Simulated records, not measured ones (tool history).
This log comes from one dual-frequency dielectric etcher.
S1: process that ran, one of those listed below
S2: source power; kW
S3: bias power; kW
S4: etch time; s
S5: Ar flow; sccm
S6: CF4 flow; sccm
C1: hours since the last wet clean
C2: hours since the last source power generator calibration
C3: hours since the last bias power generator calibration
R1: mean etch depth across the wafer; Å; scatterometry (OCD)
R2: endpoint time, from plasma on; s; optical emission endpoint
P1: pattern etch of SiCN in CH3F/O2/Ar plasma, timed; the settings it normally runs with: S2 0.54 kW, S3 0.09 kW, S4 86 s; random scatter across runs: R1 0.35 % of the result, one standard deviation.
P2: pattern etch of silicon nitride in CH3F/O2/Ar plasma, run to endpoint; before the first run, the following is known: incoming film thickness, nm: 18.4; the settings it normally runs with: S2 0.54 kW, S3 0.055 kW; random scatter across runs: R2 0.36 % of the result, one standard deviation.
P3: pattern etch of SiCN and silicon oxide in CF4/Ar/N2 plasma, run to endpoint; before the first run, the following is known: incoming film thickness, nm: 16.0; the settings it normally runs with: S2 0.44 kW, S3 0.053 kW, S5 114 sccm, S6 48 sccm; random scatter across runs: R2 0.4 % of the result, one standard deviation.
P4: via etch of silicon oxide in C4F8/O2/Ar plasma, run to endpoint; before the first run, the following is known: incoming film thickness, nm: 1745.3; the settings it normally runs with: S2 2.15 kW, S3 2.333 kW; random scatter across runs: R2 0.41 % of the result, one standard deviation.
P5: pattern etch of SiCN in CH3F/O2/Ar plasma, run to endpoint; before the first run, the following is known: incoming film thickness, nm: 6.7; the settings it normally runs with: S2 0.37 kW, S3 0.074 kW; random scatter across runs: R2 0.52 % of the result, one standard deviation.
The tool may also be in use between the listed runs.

run,hour,S1,S2,S3,S4,S5,S6,C1,C2,C3,R1,R2
1,7.7,P1,0.54,0.09,86,,,211.1,543.9,3147.6,383.75,
2,14.9,P1,0.54,0.09,86,,,218.3,551.1,3154.8,383.45,
3,21.5,P3,0.44,0.053,,114,48,224.9,557.7,3161.4,,23.406
4,26,P3,0.44,0.043,,114,48,229.4,562.2,3165.9,,25.073
# hour 28.5: source power generator calibrated
5,33.3,P1,0.4,0.09,60.5,,,236.7,4.9,3173.2,241.13,
6,36.9,P3,0.44,0.053,,153,48,240.3,8.5,3176.8,,24.682
7,43.8,P1,0.34,0.07,86,,,247.2,15.4,3183.7,295.95,
8,50.7,P1,0.54,0.09,57,,,254.1,22.3,3190.6,253.23,
9,54.4,P5,0.37,0.074,,,,257.8,26,3194.3,,18.956
10,59.2,P1,0.4,0.09,108.5,,,262.6,30.8,3199.1,431.14,
11,64.8,P4,2.15,2.333,,,,268.2,36.4,3204.7,,327.35
12,72.2,P3,0.44,0.053,,114,58,275.6,43.8,3212.1,,22.607
13,77.4,P3,0.32,0.053,,114,48,280.8,49,3217.3,,30.927
14,84.3,P1,0.42,0.09,86,,,287.7,55.9,3224.2,349.89,
15,92.1,P1,0.54,0.09,111,,,295.5,63.7,3232,495.88,
16,99.3,P2,0.32,0.055,,,,302.7,70.9,3239.2,,31.923
17,106.2,P4,2.15,3.261,,,,309.6,77.8,3246.1,,295.52
18,110.6,P5,0.51,0.074,,,,314,82.2,3250.5,,16.769
19,118,P1,0.54,0.111,86,,,321.4,89.6,3257.9,413.71,
20,124.3,P2,0.54,0.055,,,,327.7,95.9,3264.2,,25.954
21,131.3,P4,2.15,2.333,,,,334.7,102.9,3271.2,,330.21
# hour 132.2: bias power generator calibrated
22,136.6,P1,0.54,0.09,86,,,340,108.2,4.5,382.29,
23,141.1,P1,0.67,0.09,86,,,344.5,112.7,9,416.65,
# hour 143: wet clean of the chamber
24,147.6,P1,0.54,0.09,86,,,4.7,119.2,15.5,383.21,
25,152.3,P2,0.54,0.037,,,,9.4,123.9,20.2,,29.257
26,158.2,P1,0.54,0.09,86,,,15.3,129.8,26.1,379.7,
27,163.5,P4,2.87,2.333,,,,20.6,135.1,31.4,,293.01
28,169.3,P2,0.54,0.055,,,,26.4,140.9,37.2,,26.01
29,175,P5,0.37,0.044,,,,32.1,146.6,42.9,,22.302
30,180.2,P3,0.44,0.053,,114,48,37.3,151.8,48.1,,23.423
31,185.9,P1,0.54,0.073,86,,,43,157.5,53.8,357.15,
32,191.5,P1,0.54,0.09,86,,,48.6,163.1,59.4,384.04,
33,195.2,P1,0.54,0.09,86,,,52.3,166.8,63.1,386.07,
34,200.4,P1,0.54,0.09,86,,,57.5,172,68.3,387.15,
35,205.6,P1,0.54,0.09,86,,,62.7,177.2,73.5,386.41,
36,212.1,P1,0.54,0.09,86,,,69.2,183.7,80,388.1,
37,219.3,P1,0.54,0.09,86,,,76.4,190.9,87.2,388.58,
# hour 219.5: wet clean of the chamber
38,223.4,P1,0.54,0.09,86,,,4,195,91.3,388.97,
39,227.5,P1,0.54,0.09,86,,,8.1,199.1,95.4,387.43,
40,231.8,P1,0.54,0.09,86,,,12.4,203.4,99.7,389.16,
41,237.4,P1,0.54,0.09,86,,,18,209,105.3,391.9,
42,241,P1,0.54,0.09,86,,,21.6,212.6,108.9,385.98,

Something has made what P1 gives creep away from where it was; the 2 causes below, each at its own stated size, fit the log equally well:
A: bias power that arrives over what is set, % = 4.95
B: source power that arrives over what is set, % = 4.82
The drift started at roughly hour 195.2.
Each remaining cause and why it is not a fit:
chamber walls in a state that raises the etch rate, %: serviced at hour 219.5, which brought nothing back

The 4 check runs listed below each average the results of 2 wafers, and their outcomes are marked with question marks. Under which run would the listed causes produce clearly different results?
check 1,244.6,P3,0.44,0.043,,144,48,,,,,?
check 2,244.6,P4,2.66,3.211,,,,,,,,?
check 3,244.6,P5,0.43,0.047,,,,,,,,?
check 4,244.6,P2,0.42,0.055,,,,,,,,?

Expected result of each check under each candidate cause:
check,result,if A,if B
check 1,R2,25.867,25.234
check 2,R2,270.28,269.36
check 3,R2,20.35,20.291
check 4,R2,28.24,28.165
Distance between the nearest two causes, measured in the result of the check that separates them most: check 1 2.48 %; check 2 0.34 %; check 3 0.29 %; check 4 0.27 %
Only in check 1 would the causes give clearly different results; in the remaining checks their results would be nearly the same.

Here is what check 1 returned: R2 25.949 s. Which cause is it?

The cause is A: bias power that arrives over what is set, %.
